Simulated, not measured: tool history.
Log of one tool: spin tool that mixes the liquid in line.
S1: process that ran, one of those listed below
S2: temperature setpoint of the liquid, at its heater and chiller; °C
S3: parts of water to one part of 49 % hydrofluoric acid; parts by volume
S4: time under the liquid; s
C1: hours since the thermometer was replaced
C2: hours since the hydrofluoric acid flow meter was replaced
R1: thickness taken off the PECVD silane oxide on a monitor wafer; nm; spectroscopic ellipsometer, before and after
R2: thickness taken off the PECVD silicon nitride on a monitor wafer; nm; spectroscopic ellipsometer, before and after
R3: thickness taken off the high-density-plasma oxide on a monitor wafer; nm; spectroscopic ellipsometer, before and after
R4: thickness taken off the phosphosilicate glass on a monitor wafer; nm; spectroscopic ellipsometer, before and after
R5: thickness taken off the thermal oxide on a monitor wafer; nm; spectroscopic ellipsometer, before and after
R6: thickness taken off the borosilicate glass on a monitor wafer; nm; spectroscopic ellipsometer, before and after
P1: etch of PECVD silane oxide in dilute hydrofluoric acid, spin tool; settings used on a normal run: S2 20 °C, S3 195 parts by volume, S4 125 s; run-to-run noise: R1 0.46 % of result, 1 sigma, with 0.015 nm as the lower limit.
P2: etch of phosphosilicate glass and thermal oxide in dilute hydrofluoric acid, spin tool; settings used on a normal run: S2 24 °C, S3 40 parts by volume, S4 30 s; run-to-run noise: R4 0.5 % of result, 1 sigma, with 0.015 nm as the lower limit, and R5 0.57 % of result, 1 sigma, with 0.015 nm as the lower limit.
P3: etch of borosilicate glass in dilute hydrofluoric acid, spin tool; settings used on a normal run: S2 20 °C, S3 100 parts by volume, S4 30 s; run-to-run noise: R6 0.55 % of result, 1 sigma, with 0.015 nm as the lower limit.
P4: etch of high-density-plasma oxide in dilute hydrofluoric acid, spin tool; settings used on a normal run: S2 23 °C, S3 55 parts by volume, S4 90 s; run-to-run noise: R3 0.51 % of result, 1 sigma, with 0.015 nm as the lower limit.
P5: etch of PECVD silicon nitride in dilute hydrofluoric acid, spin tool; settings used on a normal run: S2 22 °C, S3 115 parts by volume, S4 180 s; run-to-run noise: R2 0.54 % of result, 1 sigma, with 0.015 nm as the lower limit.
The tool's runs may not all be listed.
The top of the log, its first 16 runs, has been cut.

| run | hour | S1 | S2 | S3 | S4 | C1 | C2 | R1 | R2 | R3 | R4 | R5 | R6 |
|---|---|---|---|---|---|---|---|---|---|---|---|---|---|
| 17 | 62.8 | P1 | 20 | 320 | 210 | 596.4 | 1132.3 | 20.819 |  |  |  |  |  |
| 18 | 68.3 | P3 | 20 | 175 | 30 | 601.9 | 1137.8 |  |  |  |  |  | 6.2352 |
| 19 | 73.4 | P1 | 20 | 195 | 125 | 607 | 1142.9 | 23.093 |  |  |  |  |  |
| 20 | 78.8 | P1 | 20 | 195 | 125 | 612.4 | 1148.3 | 22.614 |  |  |  |  |  |
| 21 | 82.8 | P4 | 23 | 55 | 90 | 616.4 | 1152.3 |  |  | 8.6536 |  |  |  |
| 22 | 87.4 | P1 | 20 | 195 | 125 | 621 | 1156.9 | 22.856 |  |  |  |  |  |
| 23 | 90.3 | P2 | 24 | 20 | 30 | 623.9 | 1159.8 |  |  |  | 151.13 | 7.9847 |  |
| 24 | 94.3 | P2 | 28 | 40 | 30 | 627.9 | 1163.8 |  |  |  | 86.732 | 4.5109 |  |
| 25 | 99.6 | P1 | 20 | 130 | 200 | 633.2 | 1169.1 | 58.69 |  |  |  |  |  |
| 26 | 102.9 | P4 | 17 | 55 | 90 | 636.5 | 1172.4 |  |  | 6.6992 |  |  |  |
| 27 | 108.4 | P3 | 20 | 100 | 30 | 642 | 1177.9 |  |  |  |  |  | 11.805 |
| 28 | 113.6 | P5 | 22 | 170 | 180 | 647.2 | 1183.1 |  | 3.4951 |  |  |  |  |
| 29 | 118.5 | P5 | 22 | 115 | 15 | 652.1 | 1188 |  | 0.41649 |  |  |  |  |
| 30 | 121 | P1 | 20 | 195 | 20 | 654.6 | 1190.5 | 3.6344 |  |  |  |  |  |

What will run 31 give?
| 31 | 124.3 | P2 | 24 | 40 | 45 | 657.9 | 1193.8 |  |  |  | ? | ? |  |

For run 31 the tool returned R4 110.5 nm, R5 5.7537 nm.

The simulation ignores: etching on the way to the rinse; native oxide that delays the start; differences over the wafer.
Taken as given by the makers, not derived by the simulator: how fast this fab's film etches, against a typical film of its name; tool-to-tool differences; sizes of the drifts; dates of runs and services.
